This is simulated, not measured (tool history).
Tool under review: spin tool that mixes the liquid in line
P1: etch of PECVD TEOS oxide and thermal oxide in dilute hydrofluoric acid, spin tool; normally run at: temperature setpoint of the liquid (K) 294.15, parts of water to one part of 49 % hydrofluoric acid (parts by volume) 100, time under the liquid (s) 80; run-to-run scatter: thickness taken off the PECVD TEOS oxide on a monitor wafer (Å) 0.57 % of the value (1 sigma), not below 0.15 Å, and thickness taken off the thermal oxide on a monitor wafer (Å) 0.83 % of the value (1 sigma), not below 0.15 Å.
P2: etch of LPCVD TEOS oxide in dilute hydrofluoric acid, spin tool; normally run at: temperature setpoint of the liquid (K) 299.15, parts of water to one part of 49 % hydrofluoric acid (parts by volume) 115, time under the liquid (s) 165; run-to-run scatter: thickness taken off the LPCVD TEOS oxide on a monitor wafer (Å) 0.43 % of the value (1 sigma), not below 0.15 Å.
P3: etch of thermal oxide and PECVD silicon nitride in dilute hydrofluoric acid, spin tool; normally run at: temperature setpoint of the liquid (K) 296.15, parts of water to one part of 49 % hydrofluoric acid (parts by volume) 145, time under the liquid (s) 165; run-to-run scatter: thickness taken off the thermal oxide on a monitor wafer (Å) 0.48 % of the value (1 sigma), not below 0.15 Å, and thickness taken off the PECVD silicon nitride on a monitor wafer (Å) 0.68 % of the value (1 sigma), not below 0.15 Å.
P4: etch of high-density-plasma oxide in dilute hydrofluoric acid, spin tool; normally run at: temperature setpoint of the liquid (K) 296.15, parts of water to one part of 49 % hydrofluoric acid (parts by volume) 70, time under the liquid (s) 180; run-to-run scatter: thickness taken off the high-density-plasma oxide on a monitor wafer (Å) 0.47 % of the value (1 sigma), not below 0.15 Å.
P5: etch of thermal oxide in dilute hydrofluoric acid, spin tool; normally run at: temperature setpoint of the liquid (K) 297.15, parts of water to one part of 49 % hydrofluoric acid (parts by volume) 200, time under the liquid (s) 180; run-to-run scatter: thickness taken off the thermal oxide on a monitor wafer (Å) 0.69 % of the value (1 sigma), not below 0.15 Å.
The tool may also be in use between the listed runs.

| run | day | process that ran | temperature setpoint of the liquid (K) | parts of water to one part of 49 % hydrofluoric acid (parts by volume) | time under the liquid (s) | thickness taken off the PECVD TEOS oxide on a monitor wafer (Å) | thickness taken off the thermal oxide on a monitor wafer (Å) | thickness taken off the PECVD silicon nitride on a monitor wafer (Å) | thickness taken off the LPCVD TEOS oxide on a monitor wafer (Å) | thickness taken off the high-density-plasma oxide on a monitor wafer (Å) |
|---|---|---|---|---|---|---|---|---|---|---|
| 1 | 0.242 | P1 | 294.15 | 100 | 80 | 104.33 | 32.983 |  |  |  |
| 2 | 0.379 | P3 | 304.65 | 145 | 165 |  | 64.627 | 75.784 |  |  |
| 3 | 0.642 | P3 | 296.15 | 145 | 165 |  | 47.825 | 44.746 |  |  |
| 4 | 0.783 | P1 | 294.15 | 55 | 80 | 201.84 | 63.435 |  |  |  |
| 5 | 0.975 | P1 | 298.15 | 100 | 80 | 122.99 | 38.92 |  |  |  |
| 6 | 1.204 | P2 | 299.15 | 115 | 165 |  |  |  | 257.2 |  |
| 7 | 1.362 | P5 | 297.15 | 200 | 180 |  | 34.291 |  |  |  |
| 8 | 1.496 | P1 | 290.15 | 30 | 80 | 317.32 | 99.265 |  |  |  |
| 9 | 1.625 | P5 | 291.65 | 200 | 180 |  | 28.641 |  |  |  |
| 10 | 1.892 | P5 | 297.15 | 200 | 180 |  | 34.837 |  |  |  |
| 11 | 2.138 | P2 | 299.15 | 115 | 20 |  |  |  | 31.009 |  |
| 12 | 2.371 | P1 | 294.15 | 180 | 80 | 52.831 | 16.87 |  |  |  |
| 13 | 2.596 | P4 | 296.15 | 70 | 180 |  |  |  |  | 155.94 |
| 14 | 2.796 | P1 | 294.15 | 100 | 80 | 105.93 | 33.057 |  |  |  |
| 15 | 2.992 | P1 | 294.15 | 50 | 35 | 97.189 | 30.769 |  |  |  |
| 16 | 3.229 | P5 | 297.15 | 45 | 180 |  | 187.03 |  |  |  |
| 17 | 3.429 | P1 | 294.15 | 100 | 140 | 182.33 | 58.152 |  |  |  |
| 18 | 3.712 | P2 | 299.15 | 115 | 165 |  |  |  | 258.1 |  |
| 19 | 3.842 | P1 | 297.65 | 40 | 80 | 326.93 | 103.52 |  |  |  |
| 20 | 4.092 | P1 | 294.15 | 100 | 80 | 103.86 | 33.044 |  |  |  |
| 21 | 4.329 | P2 | 299.15 | 40 | 165 |  |  |  | 813.31 |  |
| 22 | 4.521 | P1 | 294.15 | 100 | 80 | 104.18 | 32.939 |  |  |  |
| 23 | 4.788 | P4 | 296.15 | 70 | 180 |  |  |  |  | 156.7 |
| 24 | 5.058 | P2 | 292.15 | 115 | 165 |  |  |  | 194.2 |  |
| 25 | 5.192 | P1 | 294.15 | 100 | 80 | 105.85 | 33.293 |  |  |  |
| 26 | 5.429 | P1 | 294.15 | 100 | 30 | 39.359 | 12.572 |  |  |  |
| 27 | 5.65 | P5 | 297.15 | 200 | 335 |  | 65.008 |  |  |  |
| 28 | 5.817 | P3 | 296.15 | 145 | 15 |  | 3.9701 | 3.9889 |  |  |
| 29 | 5.979 | P4 | 303.65 | 70 | 180 |  |  |  |  | 210.28 |
| 30 | 6.246 | P3 | 296.15 | 250 | 165 |  | 24.47 | 25.731 |  |  |
| 31 | 6.458 | P3 | 296.15 | 145 | 165 |  | 46.92 | 44.044 |  |  |
| 32 | 6.704 | P1 | 290.15 | 100 | 80 | 88.177 | 27.994 |  |  |  |
| 33 | 6.933 | P4 | 296.15 | 70 | 360 |  |  |  |  | 310.67 |
| 34 | 7.179 | P4 | 296.15 | 110 | 180 |  |  |  |  | 93.102 |
| 35 | 7.3 | P1 | 294.15 | 100 | 80 | 102.59 | 32.85 |  |  |  |
| 36 | 7.425 | P1 | 294.15 | 100 | 80 | 106.05 | 33.72 |  |  |  |
| 37 | 7.679 | P1 | 294.15 | 100 | 80 | 109.96 | 34.574 |  |  |  |
| 38 | 7.9 | P1 | 294.15 | 100 | 80 | 111.21 | 35.117 |  |  |  |
| 39 | 8.171 | P1 | 294.15 | 100 | 80 | 111.79 | 35.267 |  |  |  |
| 40 | 8.458 | P1 | 294.15 | 100 | 80 | 113.72 | 35.744 |  |  |  |
| 41 | 8.683 | P1 | 294.15 | 100 | 80 | 112.86 | 35.982 |  |  |  |
| 42 | 8.808 | P1 | 294.15 | 100 | 80 | 112.72 | 36.246 |  |  |  |
| 43 | 9.088 | P1 | 294.15 | 100 | 80 | 115.27 | 36.726 |  |  |  |
| 44 | 9.308 | P1 | 294.15 | 100 | 80 | 113.3 | 36.154 |  |  |  |

The log shows P1 creeping away from where it was. Any of the 2 causes listed here, at the size stated for it, fits the log just as well as the others:
A: hydrofluoric acid flow above the setpoint (%) = 8.36
B: liquid hotter than its thermometer reads (K) = 2.22
Creep in the process output first set in at about day 7.3.

Of the 4 check runs below, each run on 2 wafers with the results averaged and each result still a question mark, which one would tell the listed causes apart?
| check 1 | 9.529 | P4 | 302.65 | 70 | 320 |  |  |  |  | ? |
| check 2 | 9.529 | P3 | 303.15 | 145 | 70 |  | ? | ? |  |  |
| check 3 | 9.529 | P5 | 297.15 | 50 | 270 |  | ? |  |  |  |
| check 4 | 9.529 | P2 | 299.15 | 60 | 40 |  |  |  | ? |  |

Outcome of each check run for each possible cause:
| check | result | if A | if B |
|---|---|---|---|
| check 1 | thickness taken off the high-density-plasma oxide on a monitor wafer (Å) | 390.51 | 389.26 |
| check 2 | thickness taken off the thermal oxide on a monitor wafer (Å) | 28.715 | 28.26 |
| check 2 | thickness taken off the PECVD silicon nitride on a monitor wafer (Å) | 31.802 | 33.551 |
| check 3 | thickness taken off the thermal oxide on a monitor wafer (Å) | 273.27 | 274.66 |
| check 4 | thickness taken off the LPCVD TEOS oxide on a monitor wafer (Å) | 140.79 | 141.02 |
Distance between the nearest two causes, measured in the result of the check that separates them most: check 1 0.32 %; check 2 5.35 %; check 3 0.51 %; check 4 0.17 %
Only check 2 tells the causes apart: in the others they would give nearly the same result.

After running check 2, the following was obtained: thickness taken off the thermal oxide on a monitor wafer (Å) 28.613; thickness taken off the PECVD silicon nitride on a monitor wafer (Å) 32.01. Which cause does this point to?

The cause is A: hydrofluoric acid flow above the setpoint (%).
